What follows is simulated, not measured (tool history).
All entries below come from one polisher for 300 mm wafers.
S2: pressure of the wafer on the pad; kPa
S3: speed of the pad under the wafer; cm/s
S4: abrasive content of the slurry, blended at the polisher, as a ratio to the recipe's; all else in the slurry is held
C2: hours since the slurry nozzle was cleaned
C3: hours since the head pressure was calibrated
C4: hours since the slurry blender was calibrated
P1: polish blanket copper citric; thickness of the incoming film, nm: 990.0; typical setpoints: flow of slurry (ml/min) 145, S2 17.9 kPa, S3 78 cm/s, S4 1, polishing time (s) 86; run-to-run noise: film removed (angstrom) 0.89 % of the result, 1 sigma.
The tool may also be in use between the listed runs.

{"run": 1, "hour": 17.4, "flow of slurry (ml/min)": 145, "S2": 17.9, "S3": 78, "S4": 1, "polishing time (s)": 86, "wafers polished on this pad": 572, "C2": 553.9, "C3": 630.4, "C4": 274.5, "film removed (angstrom)": 1456.6}
{"run": 2, "hour": 30.9, "flow of slurry (ml/min)": 145, "S2": 17.9, "S3": 78, "S4": 1, "polishing time (s)": 86, "wafers polished on this pad": 707, "C2": 567.4, "C3": 643.9, "C4": 288, "film removed (angstrom)": 1445.2}
{"run": 3, "hour": 44.3, "flow of slurry (ml/min)": 145, "S2": 17.9, "S3": 118, "S4": 1, "polishing time (s)": 86, "wafers polished on this pad": 841, "C2": 580.8, "C3": 657.3, "C4": 301.4, "film removed (angstrom)": 2215.6}
{"hour": 48.5, "done": "worn pad replaced by a new one"}
{"run": 4, "hour": 61.3, "flow of slurry (ml/min)": 85, "S2": 17.9, "S3": 78, "S4": 1, "polishing time (s)": 86, "wafers polished on this pad": 128, "C2": 597.8, "C3": 674.3, "C4": 318.4, "film removed (angstrom)": 1279.9}
{"run": 5, "hour": 77.0, "flow of slurry (ml/min)": 145, "S2": 17.9, "S3": 78, "S4": 1, "polishing time (s)": 86, "wafers polished on this pad": 285, "C2": 613.5, "C3": 690, "C4": 334.1, "film removed (angstrom)": 1461.6}
{"run": 6, "hour": 91.5, "flow of slurry (ml/min)": 145, "S2": 17.9, "S3": 78, "S4": 1, "polishing time (s)": 135, "wafers polished on this pad": 431, "C2": 628, "C3": 704.5, "C4": 348.6, "film removed (angstrom)": 2324.3}
{"run": 7, "hour": 101.1, "flow of slurry (ml/min)": 145, "S2": 24.8, "S3": 78, "S4": 1, "polishing time (s)": 86, "wafers polished on this pad": 527, "C2": 637.6, "C3": 714.1, "C4": 358.2, "film removed (angstrom)": 2040}
{"run": 8, "hour": 110.7, "flow of slurry (ml/min)": 145, "S2": 9.7, "S3": 78, "S4": 1, "polishing time (s)": 86, "wafers polished on this pad": 623, "C2": 647.2, "C3": 723.7, "C4": 367.8, "film removed (angstrom)": 812.71}
{"run": 9, "hour": 125.4, "flow of slurry (ml/min)": 145, "S2": 17.9, "S3": 78, "S4": 1, "polishing time (s)": 86, "wafers polished on this pad": 770, "C2": 661.9, "C3": 738.4, "C4": 382.5, "film removed (angstrom)": 1463.2}
{"run": 10, "hour": 140.9, "flow of slurry (ml/min)": 145, "S2": 17.9, "S3": 78, "S4": 0.55, "polishing time (s)": 86, "wafers polished on this pad": 925, "C2": 677.4, "C3": 753.9, "C4": 398, "film removed (angstrom)": 1279.8}
{"run": 11, "hour": 153.9, "flow of slurry (ml/min)": 190, "S2": 17.9, "S3": 78, "S4": 1, "polishing time (s)": 86, "wafers polished on this pad": 1056, "C2": 690.4, "C3": 766.9, "C4": 411, "film removed (angstrom)": 1538.9}
{"run": 12, "hour": 163.6, "flow of slurry (ml/min)": 85, "S2": 17.9, "S3": 78, "S4": 0.6, "polishing time (s)": 86, "wafers polished on this pad": 1153, "C2": 700.1, "C3": 776.6, "C4": 420.7, "film removed (angstrom)": 1152.5}
{"run": 13, "hour": 175.5, "flow of slurry (ml/min)": 145, "S2": 17.9, "S3": 78, "S4": 1.35, "polishing time (s)": 86, "wafers polished on this pad": 1272, "C2": 712, "C3": 788.5, "C4": 432.6, "film removed (angstrom)": 1564.2}
{"hour": 179.5, "done": "slurry blender recalibrated"}
{"run": 14, "hour": 191.2, "flow of slurry (ml/min)": 145, "S2": 17.9, "S3": 78, "S4": 1, "polishing time (s)": 41, "wafers polished on this pad": 1429, "C2": 727.7, "C3": 804.2, "C4": 11.7, "film removed (angstrom)": 702.41}
{"run": 15, "hour": 208.2, "flow of slurry (ml/min)": 145, "S2": 17.9, "S3": 78, "S4": 1.35, "polishing time (s)": 57, "wafers polished on this pad": 1600, "C2": 744.7, "C3": 821.2, "C4": 28.7, "film removed (angstrom)": 1021.6}

What will run 16 give?
{"run": 16, "hour": 219.9, "flow of slurry (ml/min)": 145, "S2": 17.9, "S3": 78, "S4": 1, "polishing time (s)": 86, "wafers polished on this pad": 1717, "C2": 756.4, "C3": 832.9, "C4": 40.4, "film removed (angstrom)": "?"}

film removed (angstrom): 1463.2
